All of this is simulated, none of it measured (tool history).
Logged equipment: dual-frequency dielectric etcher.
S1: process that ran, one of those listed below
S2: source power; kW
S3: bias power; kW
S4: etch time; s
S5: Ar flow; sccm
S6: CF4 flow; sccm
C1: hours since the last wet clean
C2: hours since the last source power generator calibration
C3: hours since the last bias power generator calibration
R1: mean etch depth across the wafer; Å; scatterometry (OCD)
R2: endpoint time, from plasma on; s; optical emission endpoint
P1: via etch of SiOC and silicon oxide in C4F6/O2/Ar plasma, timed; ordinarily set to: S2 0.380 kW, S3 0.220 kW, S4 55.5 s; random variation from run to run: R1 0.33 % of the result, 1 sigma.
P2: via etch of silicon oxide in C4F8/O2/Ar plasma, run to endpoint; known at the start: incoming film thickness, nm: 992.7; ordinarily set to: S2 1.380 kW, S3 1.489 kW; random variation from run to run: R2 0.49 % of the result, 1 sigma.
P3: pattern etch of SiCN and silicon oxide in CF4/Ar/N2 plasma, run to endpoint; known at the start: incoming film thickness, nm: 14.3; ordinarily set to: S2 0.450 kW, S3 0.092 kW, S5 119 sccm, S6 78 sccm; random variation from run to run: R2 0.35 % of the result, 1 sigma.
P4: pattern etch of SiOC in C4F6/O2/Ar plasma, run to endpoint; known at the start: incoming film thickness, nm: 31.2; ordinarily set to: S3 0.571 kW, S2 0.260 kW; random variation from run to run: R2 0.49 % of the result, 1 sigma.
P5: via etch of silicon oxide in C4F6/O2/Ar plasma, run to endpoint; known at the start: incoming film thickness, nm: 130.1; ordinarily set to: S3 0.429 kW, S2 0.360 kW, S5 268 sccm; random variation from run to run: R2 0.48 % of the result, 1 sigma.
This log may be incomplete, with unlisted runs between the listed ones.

run 1 day=0.608 | S1=P1 S2=0.380 S3=0.220 S4=55.5 | C1=133.5 C2=1910.7 C3=252.3 | R1=657.98
run 2 day=0.900 | S1=P3 S2=0.450 S3=0.071 S5=119 S6=78 | C1=140.5 C2=1917.7 C3=259.3 | R2=16.829
run 3 day=1.208 | S1=P4 S2=0.260 S3=0.806 | C1=147.9 C2=1925.1 C3=266.7 | R2=10.066
run 4 day=1.700 | S1=P5 S2=0.490 S3=0.429 S5=268 | C1=159.7 C2=1936.9 C3=278.5 | R2=28.932
run 5 day=2.300 | S1=P1 S2=0.380 S3=0.278 S4=30.5 | C1=174.1 C2=1951.3 C3=292.9 | R1=393.57
run 6 day=2.850 | S1=P4 S2=0.260 S3=0.571 | C1=187.3 C2=1964.5 C3=306.1 | R2=11.407
run 7 day=3.438 | S1=P3 S2=0.630 S3=0.092 S5=119 S6=78 | C1=201.4 C2=1978.6 C3=320.2 | R2=11.460
run 8 day=3.925 | S1=P3 S2=0.450 S3=0.092 S5=119 S6=78 | C1=213.1 C2=1990.3 C3=331.9 | R2=15.364
run 9 day=4.229 | S1=P1 S2=0.490 S3=0.220 S4=55.5 | C1=220.4 C2=1997.6 C3=339.2 | R1=726.94
run 10 day=4.742 | S1=P3 S2=0.450 S3=0.092 S5=84 S6=78 | C1=232.7 C2=2009.9 C3=351.5 | R2=14.724
run 11 day=5.108 | S1=P5 S2=0.360 S3=0.261 S5=268 | C1=241.5 C2=2018.7 C3=360.3 | R2=38.608
run 12 day=5.525 | S1=P1 S2=0.380 S3=0.220 S4=81.5 | C1=251.5 C2=2028.7 C3=370.3 | R1=972.79
run 13 day=5.892 | S1=P4 S2=0.260 S3=0.571 | C1=260.3 C2=2037.5 C3=379.1 | R2=11.565
run 14 day=6.171 | S1=P3 S2=0.450 S3=0.092 S5=119 S6=103 | C1=267.0 C2=2044.2 C3=385.8 | R2=14.763
run 15 day=6.654 | S1=P5 S2=0.360 S3=0.429 S5=268 | C1=278.6 C2=2055.8 C3=397.4 | R2=32.277
run 16 day=7.146 | S1=P1 S2=0.380 S3=0.220 S4=55.5 | C1=290.4 C2=2067.6 C3=409.2 | R1=660.63
run 17 day=7.471 | S1=P1 S2=0.240 S3=0.220 S4=55.5 | C1=298.2 C2=2075.4 C3=417.0 | R1=557.59
run 18 day=7.854 | S1=P1 S2=0.380 S3=0.220 S4=39.0 | C1=307.4 C2=2084.6 C3=426.2 | R1=464.21
run 19 day=8.379 | S1=P1 S2=0.380 S3=0.220 S4=55.5 | C1=320.0 C2=2097.2 C3=438.8 | R1=659.80
-- day=8.542 source power generator calibrated
run 20 day=8.762 | S1=P4 S2=0.350 S3=0.571 | C1=329.2 C2=5.3 C3=448.0 | R2=10.321
run 21 day=9.221 | S1=P2 S2=1.710 S3=1.489 | C1=340.2 C2=16.3 C3=459.0 | R2=223.490
run 22 day=9.808 | S1=P1 S2=0.380 S3=0.220 S4=55.5 | C1=354.3 C2=30.4 C3=473.1 | R1=662.00
run 23 day=10.121 | S1=P1 S2=0.380 S3=0.167 S4=31.0 | C1=361.8 C2=37.9 C3=480.6 | R1=337.02
run 24 day=10.408 | S1=P2 S2=1.380 S3=1.489 | C1=368.7 C2=44.8 C3=487.5 | R2=244.250
run 25 day=10.771 | S1=P2 S2=1.380 S3=1.489 | C1=377.4 C2=53.5 C3=496.2 | R2=243.200
run 26 day=11.258 | S1=P5 S2=0.360 S3=0.429 S5=166 | C1=389.1 C2=65.2 C3=507.9 | R2=30.534
run 27 day=11.646 | S1=P2 S2=1.380 S3=1.180 | C1=398.4 C2=74.5 C3=517.2 | R2=262.080
run 28 day=11.962 | S1=P1 S2=0.380 S3=0.288 S4=55.5 | C1=406.0 C2=82.1 C3=524.8 | R1=727.03
run 29 day=12.283 | S1=P1 S2=0.380 S3=0.151 S4=55.5 | C1=413.7 C2=89.8 C3=532.5 | R1=585.01
run 30 day=12.779 | S1=P1 S2=0.380 S3=0.220 S4=55.5 | C1=425.6 C2=101.7 C3=544.4 | R1=659.63
run 31 day=13.383 | S1=P3 S2=0.450 S3=0.092 S5=119 S6=78 | C1=440.1 C2=116.2 C3=558.9 | R2=15.404
run 32 day=13.654 | S1=P1 S2=0.380 S3=0.220 S4=55.5 | C1=446.6 C2=122.7 C3=565.4 | R1=659.98
run 33 day=14.100 | S1=P1 S2=0.380 S3=0.220 S4=55.5 | C1=457.3 C2=133.4 C3=576.1 | R1=666.77
run 34 day=14.392 | S1=P1 S2=0.380 S3=0.220 S4=55.5 | C1=464.3 C2=140.4 C3=583.1 | R1=666.93
run 35 day=14.750 | S1=P1 S2=0.380 S3=0.220 S4=55.5 | C1=472.9 C2=149.0 C3=591.7 | R1=668.51
-- day=14.933 wet clean of the chamber
run 36 day=15.375 | S1=P1 S2=0.380 S3=0.220 S4=55.5 | C1=10.6 C2=164.0 C3=606.7 | R1=670.44
run 37 day=15.783 | S1=P1 S2=0.380 S3=0.220 S4=55.5 | C1=20.4 C2=173.8 C3=616.5 | R1=666.71
run 38 day=16.246 | S1=P1 S2=0.380 S3=0.220 S4=55.5 | C1=31.5 C2=184.9 C3=627.6 | R1=671.42
run 39 day=16.742 | S1=P1 S2=0.380 S3=0.220 S4=55.5 | C1=43.4 C2=196.8 C3=639.5 | R1=672.49

Compared with where it was, what P1 gives has crept away. Each cause listed below fits the log as well as the rest, at the size given for it:
A: source power that arrives over what is set, % = 4.39
B: bias power that arrives over what is set, % = 4.99
The creep began at about day 13.654.
Each remaining cause and why it is not a fit:
chamber walls in a state that raises the etch rate, %: serviced at day 14.933, after the drift had started, without restoring the earlier output

The 4 check runs listed below each average the results of 2 wafers, and their outcomes are marked with question marks. Under which run would the listed causes produce clearly different results?
run check 1 day=17.238 | S1=P2 S2=1.380 S3=1.187 | R2=?
run check 2 day=17.238 | S1=P3 S2=0.540 S3=0.092 S5=119 S6=78 | R2=?
run check 3 day=17.238 | S1=P5 S2=0.480 S3=0.429 S5=189 | R2=?
run check 4 day=17.238 | S1=P4 S2=0.340 S3=0.798 | R2=?

What each check would give under each cause:
check=check_1 result=R2 if_A=253.9500 if_B=255.1700
check=check_2 result=R2 if_A=12.6180 if_B=12.8780
check=check_3 result=R2 if_A=27.4280 if_B=27.3820
check=check_4 result=R2 if_A=9.0219 if_B=8.9862
Smallest distance between any two causes, each pair judged by its most separating result, in per cent: check 1 0.48 %; check 2 2.04 %; check 3 0.17 %; check 4 0.4 %
Check 2 tells the causes apart: in the others they would give nearly the same result.

Here is what check 2 returned: R2 12.6660 s. Which cause is it?

The correct cause is A, namely: source power that arrives over what is set, %.
